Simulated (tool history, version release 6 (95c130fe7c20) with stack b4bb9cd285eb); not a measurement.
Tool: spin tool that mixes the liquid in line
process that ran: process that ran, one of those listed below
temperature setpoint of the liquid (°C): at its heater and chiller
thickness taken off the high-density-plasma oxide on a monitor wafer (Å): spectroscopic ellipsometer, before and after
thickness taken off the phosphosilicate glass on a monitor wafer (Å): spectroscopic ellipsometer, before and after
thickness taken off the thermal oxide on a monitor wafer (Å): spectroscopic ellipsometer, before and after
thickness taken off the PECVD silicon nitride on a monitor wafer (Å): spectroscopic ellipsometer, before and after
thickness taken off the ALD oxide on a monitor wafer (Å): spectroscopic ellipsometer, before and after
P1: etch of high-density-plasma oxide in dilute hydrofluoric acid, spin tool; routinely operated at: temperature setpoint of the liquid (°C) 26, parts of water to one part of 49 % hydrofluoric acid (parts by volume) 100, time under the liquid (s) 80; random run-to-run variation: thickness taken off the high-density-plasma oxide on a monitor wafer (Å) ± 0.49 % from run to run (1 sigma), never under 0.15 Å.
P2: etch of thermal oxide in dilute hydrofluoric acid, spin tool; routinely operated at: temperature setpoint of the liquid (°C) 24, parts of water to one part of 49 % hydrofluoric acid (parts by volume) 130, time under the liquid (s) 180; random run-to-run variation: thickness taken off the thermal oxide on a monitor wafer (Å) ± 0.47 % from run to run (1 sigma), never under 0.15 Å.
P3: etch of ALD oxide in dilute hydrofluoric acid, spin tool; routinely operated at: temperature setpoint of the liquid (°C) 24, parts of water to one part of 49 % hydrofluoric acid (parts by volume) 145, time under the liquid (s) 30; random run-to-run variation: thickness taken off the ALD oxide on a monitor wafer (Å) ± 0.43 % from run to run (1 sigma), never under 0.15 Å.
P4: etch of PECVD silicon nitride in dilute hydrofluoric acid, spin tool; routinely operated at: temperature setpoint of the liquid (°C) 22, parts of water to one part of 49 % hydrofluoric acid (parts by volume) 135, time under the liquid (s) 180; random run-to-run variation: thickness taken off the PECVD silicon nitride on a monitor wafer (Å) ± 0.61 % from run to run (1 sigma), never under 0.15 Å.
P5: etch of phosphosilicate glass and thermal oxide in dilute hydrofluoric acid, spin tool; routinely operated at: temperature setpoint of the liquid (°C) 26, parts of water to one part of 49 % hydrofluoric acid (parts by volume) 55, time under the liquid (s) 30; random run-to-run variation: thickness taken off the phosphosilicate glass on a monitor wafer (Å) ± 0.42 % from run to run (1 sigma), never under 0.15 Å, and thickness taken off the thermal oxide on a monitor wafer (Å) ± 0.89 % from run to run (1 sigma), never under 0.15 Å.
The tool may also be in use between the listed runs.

run   hour  process that ran  temperature setpoint of the liquid (°C)  parts of water to one part of 49 % hydrofluoric acid (parts by volume)  time under the liquid (s)  thickness taken off the high-density-plasma oxide on a monitor wafer (Å)  thickness taken off the phosphosilicate glass on a monitor wafer (Å)  thickness taken off the thermal oxide on a monitor wafer (Å)  thickness taken off the PECVD silicon nitride on a monitor wafer (Å)  thickness taken off the ALD oxide on a monitor wafer (Å)
  1    5.2                P1                                       26                                                                     100                         80                                                                    44.806
  2     13                P1                                       26                                                                     100                         80                                                                    45.201
  3     18                P1                                       32                                                                     100                         80                                                                    56.026
  4   21.9                P5                                       26                                                                      55                         30                                                                                                                                          1244.3                                                        29.712
  5   30.3                P2                                       24                                                                     130                        180                                                                                                                                                                                                        65.354
  6   35.1                P1                                     22.5                                                                     100                         35                                                                    17.067
  7   43.3                P4                                       22                                                                     135                        180                                                                                                                                                                                                                                                                              57.797
  8     48                P4                                       22                                                                     135                         85                                                                                                                                                                                                                                                                               27.24
  9   55.8                P1                                       26                                                                     100                         80                                                                     44.62
 10     64                P1                                       26                                                                     175                         80                                                                    22.955
 11   70.3                P1                                       26                                                                     100                         80                                                                     44.34
 12     78                P1                                     18.5                                                                     100                         80                                                                    32.884
 13   85.9                P2                                       30                                                                     130                        180                                                                                                                                                                                                        81.598
 14   94.2                P2                                       24                                                                     195                        180                                                                                                                                                                                                        40.465
 15   99.9                P1                                       26                                                                     100                         80                                                                    44.755
 16  107.1                P4                                       29                                                                     135                        180                                                                                                                                                                                                                                                                              89.703
 17  111.9                P2                                       24                                                                     130                         80                                                                                                                                                                                                        29.151
 18  117.9                P1                                       26                                                                     100                         80                                                                    44.862
 19  125.5                P5                                     21.5                                                                      55                         30                                                                                                                                          1036.6                                                        24.238
 20  132.5                P3                                       24                                                                     145                         50                                                                                                                                                                                                                                                                                                                                        99.481
 21  140.9                P5                                       26                                                                      55                         30                                                                                                                                          1242.2                                                        29.646
 22  149.5                P1                                       26                                                                     100                         15                                                                    8.3528
 23  155.6                P3                                       24                                                                     210                         30                                                                                                                                                                                                                                                                                                                                        38.278
 24  160.1                P2                                       24                                                                     130                        180                                                                                                                                                                                                        65.601
 25    165                P3                                       24                                                                     145                         30                                                                                                                                                                                                                                                                                                                                        59.797
 26  172.6                P3                                     29.5                                                                     145                         30                                                                                                                                                                                                                                                                                                                                         73.83
 27  178.6                P4                                       22                                                                     235                        180                                                                                                                                                                                                                                                                               33.91
 28  186.3                P1                                       26                                                                      40                         80                                                                    122.77
 29    192                P1                                       30                                                                     135                         80                                                                     36.58
 30  196.1                P4                                       22                                                                     135                        180                                                                                                                                                                                                                                                                              58.286
 31  201.1                P5                                       26                                                                      25                         30                                                                                                                                          2844.8                                                        68.008
 32  206.3                P1                                       26                                                                     100                         80                                                                     45.02
 33  213.2                P5                                       26                                                                      55                         15                                                                                                                                          624.02                                                        14.639
 34  217.4                P1                                       26                                                                     100                        150                                                                    83.431
 35  222.4                P1                                       26                                                                     100                         80                                                                    44.474
 36  227.7                P1                                       26                                                                     100                         80                                                                    45.692
 37    235                P1                                       26                                                                     100                         80                                                                    46.426
 38  240.9                P1                                       26                                                                     100                         80                                                                    47.175
 39  245.7                P1                                       26                                                                     100                         80                                                                     47.41
 40  252.8                P1                                       26                                                                     100                         80                                                                    47.728
 41    259                P1                                       26                                                                     100                         80                                                                    47.483
 42  265.5                P1                                       26                                                                     100                         80                                                                    47.605
 43    270                P1                                       26                                                                     100                         80                                                                    47.206

What does the tool deliver on the next run?
 44  276.7                P1                                       26                                                                     100                         80                                                                         ?

For run 44 the tool returned thickness taken off the high-density-plasma oxide on a monitor wafer (Å) 47.791.

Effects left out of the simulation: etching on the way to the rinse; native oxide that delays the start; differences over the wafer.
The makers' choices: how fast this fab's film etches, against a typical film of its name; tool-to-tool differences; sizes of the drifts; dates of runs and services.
